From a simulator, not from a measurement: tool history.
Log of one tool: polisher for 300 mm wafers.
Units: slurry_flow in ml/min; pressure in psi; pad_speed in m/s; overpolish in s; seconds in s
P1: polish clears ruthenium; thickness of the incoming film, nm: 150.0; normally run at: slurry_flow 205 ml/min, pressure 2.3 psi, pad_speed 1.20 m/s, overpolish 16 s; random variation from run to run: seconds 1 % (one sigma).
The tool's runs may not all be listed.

| run | day | slurry_flow | pressure | pad_speed | overpolish | wafers polished on this pad | hours since the slurry nozzle was cleaned | hours since the head pressure was calibrated | seconds |
|---|---|---|---|---|---|---|---|---|---|
| 1 | 0.312 | 205 | 2.3 | 1.20 | 16 | 912 | 294.9 | 292.1 | 79.662 |
| 2 | 0.521 | 205 | 2.3 | 1.20 | 16 | 950 | 299.9 | 297.1 | 81.866 |
| 3 | 0.721 | 205 | 2.3 | 1.20 | 16 | 986 | 304.7 | 301.9 | 80.840 |
| 4 | 0.921 | 205 | 2.3 | 1.20 | 6 | 1023 | 309.5 | 306.7 | 79.322 |
| 5 | 1.225 | 205 | 2.3 | 0.90 | 29 | 1079 | 316.8 | 314.0 | 107.610 |
| 6 | 1.450 | 205 | 2.3 | 1.52 | 16 | 1120 | 322.2 | 319.4 | 64.750 |
| 7 | 1.608 | 205 | 2.3 | 1.20 | 16 | 1149 | 326.0 | 323.2 | 80.213 |
| 8 | 1.921 | 205 | 2.3 | 1.20 | 26 | 1206 | 333.5 | 330.7 | 81.309 |
| 9 | 2.142 | 205 | 1.0 | 1.20 | 16 | 1246 | 338.8 | 336.0 | 181.320 |
| 10 | 2.458 | 205 | 1.7 | 1.20 | 31 | 1304 | 346.4 | 343.6 | 107.930 |
| 11 | 2.738 | 205 | 2.3 | 1.20 | 16 | 1355 | 353.1 | 350.3 | 80.519 |
| 12 | 2.888 | 295 | 2.3 | 1.20 | 16 | 1383 | 356.7 | 353.9 | 77.258 |
| 13 | 3.112 | 205 | 3.6 | 1.20 | 16 | 1424 | 362.1 | 359.3 | 51.715 |
| 14 | 3.438 | 205 | 2.3 | 0.58 | 16 | 1484 | 369.9 | 367.1 | 167.340 |
| 15 | 3.683 | 205 | 2.3 | 1.20 | 16 | 1529 | 375.8 | 373.0 | 80.943 |
| 16 | 4.012 | 125 | 2.3 | 1.20 | 16 | 1589 | 383.7 | 380.9 | 89.405 |
| 17 | 4.196 | 205 | 1.0 | 0.58 | 16 | 1622 | 388.1 | 385.3 | 382.350 |
| 18 | 4.462 | 205 | 2.3 | 1.20 | 16 | 1671 | 394.5 | 391.7 | 80.703 |
| 19 | 4.633 | 205 | 2.3 | 1.20 | 16 | 1703 | 398.6 | 395.8 | 82.023 |
| 20 | 4.817 | 205 | 2.3 | 1.20 | 16 | 1736 | 403.0 | 400.2 | 82.791 |
| 21 | 5.025 | 205 | 2.3 | 1.20 | 16 | 1774 | 408.0 | 405.2 | 85.367 |
| 22 | 5.296 | 205 | 2.3 | 1.20 | 16 | 1824 | 414.5 | 411.7 | 86.964 |
| 23 | 5.567 | 205 | 2.3 | 1.20 | 16 | 1873 | 421.0 | 418.2 | 87.566 |
|  | 5.579 | head pressure recalibrated |
| 24 | 5.729 | 205 | 2.3 | 1.20 | 16 | 1903 | 424.9 | 3.6 | 87.216 |
| 25 | 6.062 | 205 | 2.3 | 1.20 | 16 | 1964 | 432.9 | 11.6 | 87.966 |

What P1 gives has crept away from where it was. These 2 causes fit the log equally well, each at the size given:
A: removal rate lost through wear of the pad, % = 7.72
B: slurry flow missing at the pad, % = 39
The creep began at about day 4.462.
Why every other cause is out:
head's pressure below its setpoint, %: serviced at day 5.579, which brought nothing back

4 check runs are offered, each on 3 wafers whose results are averaged, their results left as question marks. Which one tells the causes apart?
| check 1 | 6.396 | 205 | 2.3 | 1.20 | 8 |  |  |  | ? |
| check 2 | 6.396 | 125 | 3.3 | 1.20 | 16 |  |  |  | ? |
| check 3 | 6.396 | 205 | 1.6 | 1.20 | 16 |  |  |  | ? |
| check 4 | 6.396 | 205 | 3.4 | 0.74 | 16 |  |  |  | ? |

What each check would give under each cause:
| check | result | if A | if B |
|---|---|---|---|
| check 1 | seconds | 87.296 | 87.294 |
| check 2 | seconds | 65.936 | 68.984 |
| check 3 | seconds | 125.490 | 125.480 |
| check 4 | seconds | 95.762 | 95.759 |
How far apart the two closest causes lie, in the result that separates them most: check 1 0 %; check 2 4.52 %; check 3 0 %; check 4 0 %
Only check 2 tells the causes apart: in the others they would give nearly the same result.

Then check 2 was run and gave: seconds 68.823 s. Which cause is it?

It is B: slurry flow missing at the pad, %.
